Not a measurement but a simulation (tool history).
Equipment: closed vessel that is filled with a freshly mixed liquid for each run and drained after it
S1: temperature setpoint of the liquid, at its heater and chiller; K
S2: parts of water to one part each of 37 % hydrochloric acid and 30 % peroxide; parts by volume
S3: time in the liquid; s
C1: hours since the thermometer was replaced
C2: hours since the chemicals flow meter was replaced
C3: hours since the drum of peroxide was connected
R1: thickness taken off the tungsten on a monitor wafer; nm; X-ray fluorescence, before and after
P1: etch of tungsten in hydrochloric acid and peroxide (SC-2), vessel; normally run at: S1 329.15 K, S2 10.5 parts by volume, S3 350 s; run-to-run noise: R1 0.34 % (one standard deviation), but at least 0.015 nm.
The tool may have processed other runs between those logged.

run 1 hour=12.9 | S1=329.15 S2=10.5 S3=350 | C1=466.0 C2=101.5 C3=284.1 | R1=55.5130
-- hour=18.2 chemicals flow meter replaced
run 2 hour=22.5 | S1=316.15 S2=10.5 S3=210 | C1=475.6 C2=4.3 C3=293.7 | R1=13.9210
run 3 hour=35.5 | S1=329.15 S2=10.5 S3=685 | C1=488.6 C2=17.3 C3=306.7 | R1=108.5500
run 4 hour=44.7 | S1=329.15 S2=18.0 S3=350 | C1=497.8 C2=26.5 C3=315.9 | R1=34.7830
run 5 hour=55.0 | S1=329.15 S2=10.5 S3=50 | C1=508.1 C2=36.8 C3=326.2 | R1=7.9041
run 6 hour=68.3 | S1=343.15 S2=10.5 S3=350 | C1=521.4 C2=50.1 C3=339.5 | R1=130.8300
run 7 hour=76.5 | S1=329.15 S2=4.0 S3=350 | C1=529.6 C2=58.3 C3=347.7 | R1=115.3700
run 8 hour=87.9 | S1=329.15 S2=14.0 S3=575 | C1=541.0 C2=69.7 C3=359.1 | R1=71.2970
run 9 hour=98.7 | S1=329.15 S2=4.0 S3=160 | C1=551.8 C2=80.5 C3=369.9 | R1=52.6790
run 10 hour=110.5 | S1=329.15 S2=10.5 S3=350 | C1=563.6 C2=92.3 C3=381.7 | R1=55.1880
run 11 hour=125.8 | S1=329.15 S2=10.5 S3=350 | C1=578.9 C2=107.6 C3=397.0 | R1=55.3330
run 12 hour=141.9 | S1=329.15 S2=10.5 S3=350 | C1=595.0 C2=123.7 C3=413.1 | R1=55.3300
run 13 hour=159.9 | S1=313.65 S2=10.5 S3=350 | C1=613.0 C2=141.7 C3=431.1 | R1=19.5330
run 14 hour=177.3 | S1=329.15 S2=10.5 S3=350 | C1=630.4 C2=159.1 C3=448.5 | R1=55.3850
run 15 hour=185.1 | S1=329.15 S2=10.5 S3=350 | C1=638.2 C2=166.9 C3=456.3 | R1=57.0600
run 16 hour=195.1 | S1=329.15 S2=10.5 S3=350 | C1=648.2 C2=176.9 C3=466.3 | R1=58.3150
run 17 hour=207.4 | S1=329.15 S2=10.5 S3=350 | C1=660.5 C2=189.2 C3=478.6 | R1=59.1550
run 18 hour=222.0 | S1=329.15 S2=10.5 S3=350 | C1=675.1 C2=203.8 C3=493.2 | R1=60.0740
run 19 hour=235.0 | S1=329.15 S2=10.5 S3=350 | C1=688.1 C2=216.8 C3=506.2 | R1=59.9240
run 20 hour=244.6 | S1=329.15 S2=10.5 S3=350 | C1=697.7 C2=226.4 C3=515.8 | R1=60.2200
run 21 hour=257.5 | S1=329.15 S2=10.5 S3=350 | C1=710.6 C2=239.3 C3=528.7 | R1=60.4480
run 22 hour=269.9 | S1=329.15 S2=10.5 S3=350 | C1=723.0 C2=251.7 C3=541.1 | R1=60.3720

The output of P1 has drifted from where it used to be. Each of the 2 causes below, taken at the size shown beside it, accounts for the log equally well:
A: liquid hotter than its thermometer reads (K) = 1.37
B: chemicals flow above the setpoint (%) = 11.1
The gradual shift began around hour 177.3.
Every other cause this tool's parts could produce, and why it does not fit the log:
peroxide weaker than its label (%): at most 8, which would move R1 by -7.4 %: too little, or the wrong way

Below are 4 check runs, each on a single wafer, with their results shown as question marks. Which of them would tell the listed causes apart, meaning the causes would give clearly different results under it?
run check 1 hour=282.3 | S1=329.15 S2=10.5 S3=55 | R1=?
run check 2 hour=282.3 | S1=329.15 S2=10.5 S3=545 | R1=?
run check 3 hour=282.3 | S1=316.15 S2=4.0 S3=350 | R1=?
run check 4 hour=282.3 | S1=316.15 S2=10.5 S3=350 | R1=?

Check results expected under each cause:
check=check_1 result=R1 if_A=9.4929 if_B=9.4926
check=check_2 result=R1 if_A=94.0660 if_B=94.0630
check=check_3 result=R1 if_A=53.1240 if_B=51.7590
check=check_4 result=R1 if_A=25.4990 if_B=25.3120
Smallest distance between any two causes, each pair judged by its most separating result, in per cent: check 1 0 %; check 2 0 %; check 3 2.6 %; check 4 0.74 %
Check 3 distinguishes between the causes, while the remaining checks would return nearly the same result for all of them.

Check 3 was then run and gave: R1 51.8240 nm. Which cause is it?

B is the cause: chemicals flow above the setpoint (%).

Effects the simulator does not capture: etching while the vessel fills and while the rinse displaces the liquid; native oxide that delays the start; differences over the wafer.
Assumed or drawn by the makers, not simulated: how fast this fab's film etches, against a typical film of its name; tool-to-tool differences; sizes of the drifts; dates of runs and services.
